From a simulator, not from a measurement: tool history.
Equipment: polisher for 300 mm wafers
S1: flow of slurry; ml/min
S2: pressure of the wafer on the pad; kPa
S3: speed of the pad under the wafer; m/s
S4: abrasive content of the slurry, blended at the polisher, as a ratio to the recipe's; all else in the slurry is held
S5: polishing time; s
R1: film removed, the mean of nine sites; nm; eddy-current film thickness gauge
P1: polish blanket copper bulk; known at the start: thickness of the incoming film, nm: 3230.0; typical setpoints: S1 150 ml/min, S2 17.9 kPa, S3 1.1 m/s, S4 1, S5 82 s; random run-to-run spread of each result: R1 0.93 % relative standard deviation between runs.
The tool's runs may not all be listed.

run,hour,S1,S2,S3,S4,S5,R1
1,11.8,150,17.9,1.1,1,82,662.02
2,25.3,150,25.5,1.1,1,82,940.82
3,35,150,17.9,1.1,1,82,668.36
4,46.8,105,17.9,1.1,1,101,767.7
5,57.6,150,17.9,1.1,0.55,82,593.49
6,73.6,150,17.9,1.1,1,82,672.01
7,81.6,150,17.9,1.1,1,82,663.64
8,95.8,150,17.9,1.1,1,82,660.84
9,107.1,150,17.9,1.1,1,82,658.44
10,118.8,205,17.9,1.1,1,82,687.76
11,132.8,150,17.9,0.5,1,82,300.86
12,144,90,17.9,1.1,1,82,592.39
# hour 156.9: head pressure recalibrated
13,159.1,150,17.9,1.1,1.35,82,712.51
14,174.6,150,17.9,1.52,1,82,912.4
15,182.3,150,17.9,1.1,1,107,871.68
16,197.2,150,10.3,1.1,1,82,379.26
17,210.5,150,17.9,1.1,1,82,673.28
18,218.6,150,17.9,1.1,1,54,442.24
19,234,150,17.9,1.1,1,82,657.13
20,242.3,150,17.9,1.1,1,82,657.38
21,256.8,150,17.9,1.1,1,82,618.91
22,267.4,150,17.9,1.1,1,82,615.51
# hour 273.1: head pressure recalibrated
23,276.4,150,17.9,1.1,1,82,614.49
# hour 276.7: slurry blender recalibrated
24,285,150,17.9,1.1,1,82,615.6
25,295,150,17.9,1.1,1,82,605.7
26,309.1,150,17.9,1.1,1,82,608.6
27,321.4,150,17.9,1.1,1,82,604.25

P1 no longer gives what it gave before; its output has crept away from where it was. The following 2 causes, each at its listed size, fit the log equally well:
A: slurry flow missing at the pad, % = 34.3
B: removal rate lost through wear of the pad, % = 8.57
The drift started at roughly hour 234.
All other causes, with the reason each is excluded:
head's pressure below its setpoint, %: its service at hour 273.1 followed the start of the drift and did not put the process back to its old value
abrasive missing from the slurry, %: its service at hour 276.7 followed the start of the drift and did not put the process back to its old value

Which of the check runs below tells the causes apart, meaning the causes would give it clearly different results? Each run uses 2 wafers whose results are averaged, and each result is shown as a question mark.
check 1,333.7,180,17.9,1.1,1,82,?
check 2,333.7,150,17.9,1.1,0.7,82,?
check 3,333.7,90,17.9,1.1,1,82,?
check 4,333.7,150,25.5,0.7,1,82,?

Outcome of each check run for each possible cause:
check,result,if A,if B
check 1,R1,633.86,625.13
check 2,R1,563.44,563.33
check 3,R1,515.59,541.93
check 4,R1,549.87,549.76
Per-check spread between the two closest causes, in the result where they differ most: check 1 1.39 %; check 2 0.02 %; check 3 4.98 %; check 4 0.02 %
Check 3 distinguishes between the causes, while the remaining checks would return nearly the same result for all of them.

With check 3 done, the readings were: R1 516.62 nm. Identify which of the listed causes applies.

Of the candidate causes, it is A: slurry flow missing at the pad, %.

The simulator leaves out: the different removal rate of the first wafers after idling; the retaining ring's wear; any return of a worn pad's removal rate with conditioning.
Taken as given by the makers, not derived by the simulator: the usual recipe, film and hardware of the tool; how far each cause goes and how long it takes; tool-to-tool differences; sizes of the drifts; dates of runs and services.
